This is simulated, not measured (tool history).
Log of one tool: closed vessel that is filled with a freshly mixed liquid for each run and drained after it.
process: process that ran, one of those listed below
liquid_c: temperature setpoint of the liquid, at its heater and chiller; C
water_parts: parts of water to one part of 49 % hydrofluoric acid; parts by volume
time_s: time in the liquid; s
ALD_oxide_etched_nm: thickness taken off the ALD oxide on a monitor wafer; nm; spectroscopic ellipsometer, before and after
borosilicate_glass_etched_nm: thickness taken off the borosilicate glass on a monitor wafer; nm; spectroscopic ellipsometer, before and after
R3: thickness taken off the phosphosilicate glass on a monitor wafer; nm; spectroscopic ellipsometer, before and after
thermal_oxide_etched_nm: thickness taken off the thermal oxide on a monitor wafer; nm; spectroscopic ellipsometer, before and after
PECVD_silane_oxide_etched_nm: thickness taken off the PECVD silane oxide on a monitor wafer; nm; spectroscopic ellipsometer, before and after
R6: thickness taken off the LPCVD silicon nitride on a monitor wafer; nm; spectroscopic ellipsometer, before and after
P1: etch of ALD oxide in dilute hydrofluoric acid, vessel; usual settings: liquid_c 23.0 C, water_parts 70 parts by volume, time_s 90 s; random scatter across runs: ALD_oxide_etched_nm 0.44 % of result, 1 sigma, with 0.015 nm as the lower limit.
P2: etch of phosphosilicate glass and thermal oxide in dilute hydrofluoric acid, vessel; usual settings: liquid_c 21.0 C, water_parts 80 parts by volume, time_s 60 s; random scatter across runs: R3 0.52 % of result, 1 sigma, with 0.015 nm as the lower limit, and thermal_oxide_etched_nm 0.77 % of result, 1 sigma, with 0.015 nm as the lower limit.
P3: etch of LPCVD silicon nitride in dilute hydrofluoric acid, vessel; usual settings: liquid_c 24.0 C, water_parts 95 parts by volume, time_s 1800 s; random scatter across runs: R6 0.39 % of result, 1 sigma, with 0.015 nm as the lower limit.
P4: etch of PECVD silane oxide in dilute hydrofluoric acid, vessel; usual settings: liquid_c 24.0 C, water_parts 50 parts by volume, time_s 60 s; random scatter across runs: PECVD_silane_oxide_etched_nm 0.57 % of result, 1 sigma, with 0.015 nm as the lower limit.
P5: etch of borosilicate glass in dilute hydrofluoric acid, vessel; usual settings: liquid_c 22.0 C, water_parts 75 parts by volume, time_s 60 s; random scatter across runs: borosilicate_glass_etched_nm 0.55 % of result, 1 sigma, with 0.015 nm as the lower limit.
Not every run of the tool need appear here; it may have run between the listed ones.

Run 1, hour 12.1: process P1, liquid_c 23.0 C, water_parts 70 parts by volume, time_s 90 s. Result: ALD_oxide_etched_nm 16.7790 nm.
Run 2, hour 18.1: process P1, liquid_c 18.0 C, water_parts 70 parts by volume, time_s 90 s. Result: ALD_oxide_etched_nm 13.6140 nm.
Run 3, hour 25.2: process P1, liquid_c 23.0 C, water_parts 40 parts by volume, time_s 90 s. Result: ALD_oxide_etched_nm 30.6130 nm.
Run 4, hour 33.6: process P5, liquid_c 22.0 C, water_parts 40 parts by volume, time_s 60 s. Result: borosilicate_glass_etched_nm 41.964 nm.
Run 5, hour 41.7: process P1, liquid_c 23.0 C, water_parts 70 parts by volume, time_s 90 s. Result: ALD_oxide_etched_nm 16.8300 nm.
Run 6, hour 52.8: process P2, liquid_c 17.0 C, water_parts 80 parts by volume, time_s 60 s. Result: R3 61.822 nm, thermal_oxide_etched_nm 2.6727 nm.
Run 7, hour 62.2: process P4, liquid_c 24.0 C, water_parts 25 parts by volume, time_s 60 s. Result: PECVD_silane_oxide_etched_nm 49.554 nm.
Run 8, hour 74.0: process P3, liquid_c 24.0 C, water_parts 95 parts by volume, time_s 1800 s. Result: R6 8.9411 nm.
Run 9, hour 80.7: process P3, liquid_c 24.0 C, water_parts 135 parts by volume, time_s 1800 s. Result: R6 6.3076 nm.
Run 10, hour 87.4: process P5, liquid_c 22.0 C, water_parts 75 parts by volume, time_s 60 s. Result: borosilicate_glass_etched_nm 21.515 nm.
Run 11, hour 92.8: process P4, liquid_c 31.0 C, water_parts 50 parts by volume, time_s 60 s. Result: PECVD_silane_oxide_etched_nm 32.025 nm.
Run 12, hour 102.3: process P2, liquid_c 21.0 C, water_parts 20 parts by volume, time_s 60 s. Result: R3 313.620 nm, thermal_oxide_etched_nm 13.3330 nm.
Run 13, hour 109.7: process P5, liquid_c 28.0 C, water_parts 75 parts by volume, time_s 60 s. Result: borosilicate_glass_etched_nm 27.226 nm.
Run 14, hour 115.4: process P5, liquid_c 22.0 C, water_parts 75 parts by volume, time_s 30 s. Result: borosilicate_glass_etched_nm 10.716 nm.
Run 15, hour 124.3: process P4, liquid_c 24.0 C, water_parts 50 parts by volume, time_s 85 s. Result: PECVD_silane_oxide_etched_nm 33.759 nm.
Run 16, hour 130.7: process P2, liquid_c 21.0 C, water_parts 80 parts by volume, time_s 105 s. Result: R3 127.670 nm, thermal_oxide_etched_nm 5.4997 nm.
Run 17, hour 140.3: process P1, liquid_c 23.0 C, water_parts 70 parts by volume, time_s 40 s. Result: ALD_oxide_etched_nm 7.4691 nm.
Run 18, hour 150.9: process P1, liquid_c 27.5 C, water_parts 70 parts by volume, time_s 90 s. Result: ALD_oxide_etched_nm 19.9610 nm.
Run 19, hour 158.3: process P3, liquid_c 24.0 C, water_parts 95 parts by volume, time_s 1800 s. Result: R6 8.8728 nm.
Run 20, hour 166.0: process P2, liquid_c 21.0 C, water_parts 80 parts by volume, time_s 60 s. Result: R3 72.861 nm, thermal_oxide_etched_nm 3.1664 nm.
Run 21, hour 172.8: process P3, liquid_c 24.0 C, water_parts 95 parts by volume, time_s 2865 s. Result: R6 14.2910 nm.
Run 22, hour 184.1: process P1, liquid_c 23.0 C, water_parts 120 parts by volume, time_s 90 s. Result: ALD_oxide_etched_nm 9.2096 nm.
Run 23, hour 193.2: process P1, liquid_c 23.0 C, water_parts 45 parts by volume, time_s 35 s. Result: ALD_oxide_etched_nm 10.4800 nm.
Run 24, hour 205.4: process P1, liquid_c 23.0 C, water_parts 70 parts by volume, time_s 90 s. Result: ALD_oxide_etched_nm 16.7460 nm.
Run 25, hour 216.0: process P1, liquid_c 23.0 C, water_parts 70 parts by volume, time_s 145 s. Result: ALD_oxide_etched_nm 27.2310 nm.
Run 26, hour 224.3: process P3, liquid_c 17.0 C, water_parts 95 parts by volume, time_s 1800 s. Result: R6 5.5250 nm.
Run 27, hour 232.1: process P4, liquid_c 24.0 C, water_parts 50 parts by volume, time_s 60 s. Result: PECVD_silane_oxide_etched_nm 23.744 nm.
Run 28, hour 241.6: process P4, liquid_c 24.0 C, water_parts 50 parts by volume, time_s 60 s. Result: PECVD_silane_oxide_etched_nm 23.850 nm.
Run 29, hour 247.7: process P2, liquid_c 21.0 C, water_parts 80 parts by volume, time_s 60 s. Result: R3 73.179 nm, thermal_oxide_etched_nm 3.0746 nm.
Run 30, hour 253.6: process P1, liquid_c 23.0 C, water_parts 105 parts by volume, time_s 40 s. Result: ALD_oxide_etched_nm 4.8139 nm.
Run 31, hour 260.2: process P1, liquid_c 23.0 C, water_parts 70 parts by volume, time_s 90 s. Result: ALD_oxide_etched_nm 16.8520 nm.
Run 32, hour 266.4: process P1, liquid_c 27.5 C, water_parts 70 parts by volume, time_s 50 s. Result: ALD_oxide_etched_nm 11.1400 nm.
Run 33, hour 277.0: process P1, liquid_c 23.0 C, water_parts 70 parts by volume, time_s 90 s. Result: ALD_oxide_etched_nm 16.8070 nm.
Run 34, hour 288.9: process P1, liquid_c 23.0 C, water_parts 70 parts by volume, time_s 90 s. Result: ALD_oxide_etched_nm 16.9330 nm.
Run 35, hour 300.5: process P1, liquid_c 23.0 C, water_parts 70 parts by volume, time_s 90 s. Result: ALD_oxide_etched_nm 16.1490 nm.
Run 36, hour 306.1: process P1, liquid_c 23.0 C, water_parts 70 parts by volume, time_s 90 s. Result: ALD_oxide_etched_nm 16.0340 nm.
Run 37, hour 318.4: process P1, liquid_c 23.0 C, water_parts 70 parts by volume, time_s 90 s. Result: ALD_oxide_etched_nm 15.8080 nm.
Run 38, hour 330.0: process P1, liquid_c 23.0 C, water_parts 70 parts by volume, time_s 90 s. Result: ALD_oxide_etched_nm 15.5170 nm.
Run 39, hour 336.8: process P1, liquid_c 23.0 C, water_parts 70 parts by volume, time_s 90 s. Result: ALD_oxide_etched_nm 15.6730 nm.
Run 40, hour 344.8: process P1, liquid_c 23.0 C, water_parts 70 parts by volume, time_s 90 s. Result: ALD_oxide_etched_nm 15.4540 nm.
Run 41, hour 357.2: process P1, liquid_c 23.0 C, water_parts 70 parts by volume, time_s 90 s. Result: ALD_oxide_etched_nm 15.4610 nm.
Run 42, hour 367.1: process P1, liquid_c 23.0 C, water_parts 70 parts by volume, time_s 90 s. Result: ALD_oxide_etched_nm 15.3680 nm.
Run 43, hour 377.7: process P1, liquid_c 23.0 C, water_parts 70 parts by volume, time_s 90 s. Result: ALD_oxide_etched_nm 15.3780 nm.
Run 44, hour 389.0: process P1, liquid_c 23.0 C, water_parts 70 parts by volume, time_s 90 s. Result: ALD_oxide_etched_nm 15.3860 nm.

What P1 gives has crept off from where it sat before. The 2 causes that follow fit the log equally well, each at the size noted:
A: liquid colder than its thermometer reads (K) = 2.15
B: hydrofluoric acid flow below the setpoint (%) = 7.79
The process output started creeping at around hour 288.9.

Listed below are the offered check runs, one wafer per run, with question marks in place of results. For which of them would the causes give clearly different outcomes?
Run check 1, hour 400.3: process P4, liquid_c 24.0 C, water_parts 30 parts by volume, time_s 60 s. Result: PECVD_silane_oxide_etched_nm ?.
Run check 2, hour 400.3: process P2, liquid_c 21.0 C, water_parts 30 parts by volume, time_s 90 s. Result: R3 ?, thermal_oxide_etched_nm ?.
Run check 3, hour 400.3: process P5, liquid_c 22.0 C, water_parts 40 parts by volume, time_s 30 s. Result: borosilicate_glass_etched_nm ?.
Run check 4, hour 400.3: process P3, liquid_c 17.5 C, water_parts 95 parts by volume, time_s 2480 s. Result: R6 ?.

Predicted outcomes, by check and by cause:
  check                        result     if A     if B
check 1  PECVD_silane_oxide_etched_nm   37.449   37.686
check 2                            R3  281.960  284.400
check 2       thermal_oxide_etched_nm  12.0830  12.1870
check 3  borosilicate_glass_etched_nm   19.155   19.268
check 4                            R6   6.8057   7.3157
Separation of the two closest causes in each check, using whichever result separates them best: check 1 0.63 %; check 2 0.86 %; check 3 0.59 %; check 4 7.23 %
Only check 4 tells the causes apart: in the others they would give nearly the same result.

Check 4 was then run and gave: R6 6.7989 nm. Which cause is it?

A is the cause: liquid colder than its thermometer reads (K).

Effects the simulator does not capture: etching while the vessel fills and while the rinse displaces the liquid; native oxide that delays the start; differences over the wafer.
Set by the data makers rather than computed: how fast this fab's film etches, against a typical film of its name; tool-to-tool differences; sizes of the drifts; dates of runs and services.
